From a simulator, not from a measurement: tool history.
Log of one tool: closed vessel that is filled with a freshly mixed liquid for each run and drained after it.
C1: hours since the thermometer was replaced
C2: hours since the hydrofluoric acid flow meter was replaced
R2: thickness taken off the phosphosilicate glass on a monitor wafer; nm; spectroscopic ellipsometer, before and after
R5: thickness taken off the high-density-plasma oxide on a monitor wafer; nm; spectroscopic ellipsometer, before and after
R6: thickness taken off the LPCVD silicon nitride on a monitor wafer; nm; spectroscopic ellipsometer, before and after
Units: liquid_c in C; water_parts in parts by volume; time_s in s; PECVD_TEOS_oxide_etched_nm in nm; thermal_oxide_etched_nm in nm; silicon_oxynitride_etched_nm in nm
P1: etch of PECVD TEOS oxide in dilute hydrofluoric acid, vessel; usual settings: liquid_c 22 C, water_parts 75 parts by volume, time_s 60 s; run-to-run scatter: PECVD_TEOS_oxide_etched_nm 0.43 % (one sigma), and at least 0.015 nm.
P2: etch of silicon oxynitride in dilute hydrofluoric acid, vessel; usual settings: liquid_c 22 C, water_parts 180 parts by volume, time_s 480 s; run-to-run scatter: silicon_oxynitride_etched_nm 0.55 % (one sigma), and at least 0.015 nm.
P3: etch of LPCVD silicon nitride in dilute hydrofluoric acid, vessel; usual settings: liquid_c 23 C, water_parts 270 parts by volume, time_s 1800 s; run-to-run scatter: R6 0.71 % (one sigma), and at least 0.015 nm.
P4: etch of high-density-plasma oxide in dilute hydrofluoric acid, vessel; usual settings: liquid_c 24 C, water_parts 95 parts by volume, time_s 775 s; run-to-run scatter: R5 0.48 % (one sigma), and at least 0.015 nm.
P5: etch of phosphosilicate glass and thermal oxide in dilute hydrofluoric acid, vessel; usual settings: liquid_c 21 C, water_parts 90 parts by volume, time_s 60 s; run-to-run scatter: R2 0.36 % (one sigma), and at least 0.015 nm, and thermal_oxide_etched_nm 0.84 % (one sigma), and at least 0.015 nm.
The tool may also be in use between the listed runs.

run 1 hour=6.9 | process=P1 liquid_c=22 water_parts=75 time_s=60 | C1=261.1 C2=652 | PECVD_TEOS_oxide_etched_nm=15.433
run 2 hour=12.2 | process=P5 liquid_c=21 water_parts=90 time_s=110 | C1=266.4 C2=657.3 | R2=152.71 thermal_oxide_etched_nm=5.4151
run 3 hour=18.4 | process=P2 liquid_c=22 water_parts=180 time_s=480 | C1=272.6 C2=663.5 | silicon_oxynitride_etched_nm=11.074
run 4 hour=24.5 | process=P1 liquid_c=22 water_parts=75 time_s=60 | C1=278.7 C2=669.6 | PECVD_TEOS_oxide_etched_nm=15.348
run 5 hour=31.7 | process=P4 liquid_c=24 water_parts=95 time_s=775 | C1=285.9 C2=676.8 | R5=48.285
run 6 hour=37.5 | process=P3 liquid_c=23 water_parts=270 time_s=120 | C1=291.7 C2=682.6 | R6=0.20745
run 7 hour=43.6 | process=P1 liquid_c=22 water_parts=25 time_s=110 | C1=297.8 C2=688.7 | PECVD_TEOS_oxide_etched_nm=89.387
run 8 hour=53.1 | process=P1 liquid_c=22 water_parts=75 time_s=60 | C1=307.3 C2=698.2 | PECVD_TEOS_oxide_etched_nm=15.229
run 9 hour=62.7 | process=P2 liquid_c=22 water_parts=180 time_s=220 | C1=316.9 C2=707.8 | silicon_oxynitride_etched_nm=5.0778
run 10 hour=68.2 | process=P5 liquid_c=21 water_parts=20 time_s=60 | C1=322.4 C2=713.3 | R2=405.48 thermal_oxide_etched_nm=14.253
run 11 hour=72.5 | process=P3 liquid_c=23 water_parts=270 time_s=1800 | C1=326.7 C2=717.6 | R6=2.9724
run 12 hour=82.2 | process=P3 liquid_c=27 water_parts=270 time_s=1800 | C1=336.4 C2=727.3 | R6=3.8354
run 13 hour=91.3 | process=P1 liquid_c=22 water_parts=75 time_s=60 | C1=345.5 C2=736.4 | PECVD_TEOS_oxide_etched_nm=15.368
run 14 hour=98.4 | process=P5 liquid_c=27 water_parts=90 time_s=60 | C1=352.6 C2=743.5 | R2=106.19 thermal_oxide_etched_nm=3.7627
run 15 hour=104.9 | process=P2 liquid_c=27 water_parts=180 time_s=480 | C1=359.1 C2=750 | silicon_oxynitride_etched_nm=13.888
run 16 hour=114.8 | process=P1 liquid_c=22 water_parts=75 time_s=60 | C1=369 C2=759.9 | PECVD_TEOS_oxide_etched_nm=15.383
run 17 hour=119.5 | process=P1 liquid_c=22 water_parts=75 time_s=30 | C1=373.7 C2=764.6 | PECVD_TEOS_oxide_etched_nm=7.6612
run 18 hour=129.1 | process=P4 liquid_c=24 water_parts=25 time_s=775 | C1=383.3 C2=774.2 | R5=199.96
run 19 hour=139.1 | process=P1 liquid_c=22 water_parts=75 time_s=60 | C1=393.3 C2=784.2 | PECVD_TEOS_oxide_etched_nm=15.346
run 20 hour=148.4 | process=P2 liquid_c=22 water_parts=330 time_s=480 | C1=402.6 C2=793.5 | silicon_oxynitride_etched_nm=5.4602
run 21 hour=155.7 | process=P5 liquid_c=21 water_parts=90 time_s=60 | C1=409.9 C2=800.8 | R2=83.127 thermal_oxide_etched_nm=2.9084
run 22 hour=164.4 | process=P1 liquid_c=17 water_parts=75 time_s=30 | C1=418.6 C2=809.5 | PECVD_TEOS_oxide_etched_nm=6.1449
run 23 hour=170.5 | process=P1 liquid_c=22 water_parts=110 time_s=60 | C1=424.7 C2=815.6 | PECVD_TEOS_oxide_etched_nm=10.055
run 24 hour=178.1 | process=P1 liquid_c=28 water_parts=75 time_s=60 | C1=432.3 C2=823.2 | PECVD_TEOS_oxide_etched_nm=19.469
run 25 hour=182.8 | process=P1 liquid_c=22 water_parts=75 time_s=115 | C1=437 C2=827.9 | PECVD_TEOS_oxide_etched_nm=29.394
run 26 hour=188.9 | process=P1 liquid_c=27.5 water_parts=110 time_s=60 | C1=443.1 C2=834 | PECVD_TEOS_oxide_etched_nm=12.401
run 27 hour=198.9 | process=P4 liquid_c=32.5 water_parts=95 time_s=775 | C1=453.1 C2=844 | R5=65.973
run 28 hour=203.8 | process=P1 liquid_c=17.5 water_parts=75 time_s=60 | C1=458 C2=848.9 | PECVD_TEOS_oxide_etched_nm=12.686
run 29 hour=213.9 | process=P2 liquid_c=22 water_parts=180 time_s=480 | C1=468.1 C2=859 | silicon_oxynitride_etched_nm=11.099
run 30 hour=221.5 | process=P3 liquid_c=23 water_parts=120 time_s=1800 | C1=475.7 C2=866.6 | R6=6.7017
run 31 hour=229.2 | process=P1 liquid_c=22 water_parts=75 time_s=60 | C1=483.4 C2=874.3 | PECVD_TEOS_oxide_etched_nm=15.23
run 32 hour=238.9 | process=P1 liquid_c=22 water_parts=40 time_s=60 | C1=493.1 C2=884 | PECVD_TEOS_oxide_etched_nm=30.236
run 33 hour=245.2 | process=P4 liquid_c=24 water_parts=95 time_s=365 | C1=499.4 C2=890.3 | R5=22.516
run 34 hour=254.7 | process=P1 liquid_c=22 water_parts=75 time_s=60 | C1=508.9 C2=899.8 | PECVD_TEOS_oxide_etched_nm=15.292
run 35 hour=263.8 | process=P1 liquid_c=22 water_parts=75 time_s=60 | C1=518 C2=908.9 | PECVD_TEOS_oxide_etched_nm=14.663
run 36 hour=272.7 | process=P1 liquid_c=22 water_parts=75 time_s=60 | C1=526.9 C2=917.8 | PECVD_TEOS_oxide_etched_nm=14.341
run 37 hour=282.2 | process=P1 liquid_c=22 water_parts=75 time_s=60 | C1=536.4 C2=927.3 | PECVD_TEOS_oxide_etched_nm=14.163
run 38 hour=290.9 | process=P1 liquid_c=22 water_parts=75 time_s=60 | C1=545.1 C2=936 | PECVD_TEOS_oxide_etched_nm=14.202
run 39 hour=296.8 | process=P1 liquid_c=22 water_parts=75 time_s=60 | C1=551 C2=941.9 | PECVD_TEOS_oxide_etched_nm=14.245
run 40 hour=306.8 | process=P1 liquid_c=22 water_parts=75 time_s=60 | C1=561 C2=951.9 | PECVD_TEOS_oxide_etched_nm=14.107

What P1 gives has crept away from where it was. These 2 causes fit the log equally well, each at the size given:
A: liquid colder than its thermometer reads (K) = 1.98
B: hydrofluoric acid flow below the setpoint (%) = 7.2
The creep began at about hour 254.7.

4 check runs are offered, each on 3 wafers whose results are averaged, their results left as question marks. Which one tells the causes apart?
run check 1 hour=316.8 | process=P4 liquid_c=24 water_parts=30 time_s=775 | R5=?
run check 2 hour=316.8 | process=P3 liquid_c=23 water_parts=270 time_s=1160 | R6=?
run check 3 hour=316.8 | process=P5 liquid_c=21 water_parts=50 time_s=105 | R2=? thermal_oxide_etched_nm=?
run check 4 hour=316.8 | process=P2 liquid_c=22 water_parts=300 time_s=480 | silicon_oxynitride_etched_nm=?

What each check would give under each cause:
check=check_1 result=R5 if_A=152.67 if_B=153.52
check=check_2 result=R6 if_A=1.7195 if_B=1.8093
check=check_3 result=R2 if_A=252.79 if_B=253.95
check=check_3 result=thermal_oxide_etched_nm if_A=8.8682 if_B=8.909
check=check_4 result=silicon_oxynitride_etched_nm if_A=5.641 if_B=5.6259
How far apart the two closest causes lie, in the result that separates them most: check 1 0.55 %; check 2 5.09 %; check 3 0.46 %; check 4 0.27 %
Check 2 tells the causes apart: in the others they would give nearly the same result.

Then check 2 was run and gave: R6 1.7175 nm. Which cause is it?

It is A: liquid colder than its thermometer reads (K).

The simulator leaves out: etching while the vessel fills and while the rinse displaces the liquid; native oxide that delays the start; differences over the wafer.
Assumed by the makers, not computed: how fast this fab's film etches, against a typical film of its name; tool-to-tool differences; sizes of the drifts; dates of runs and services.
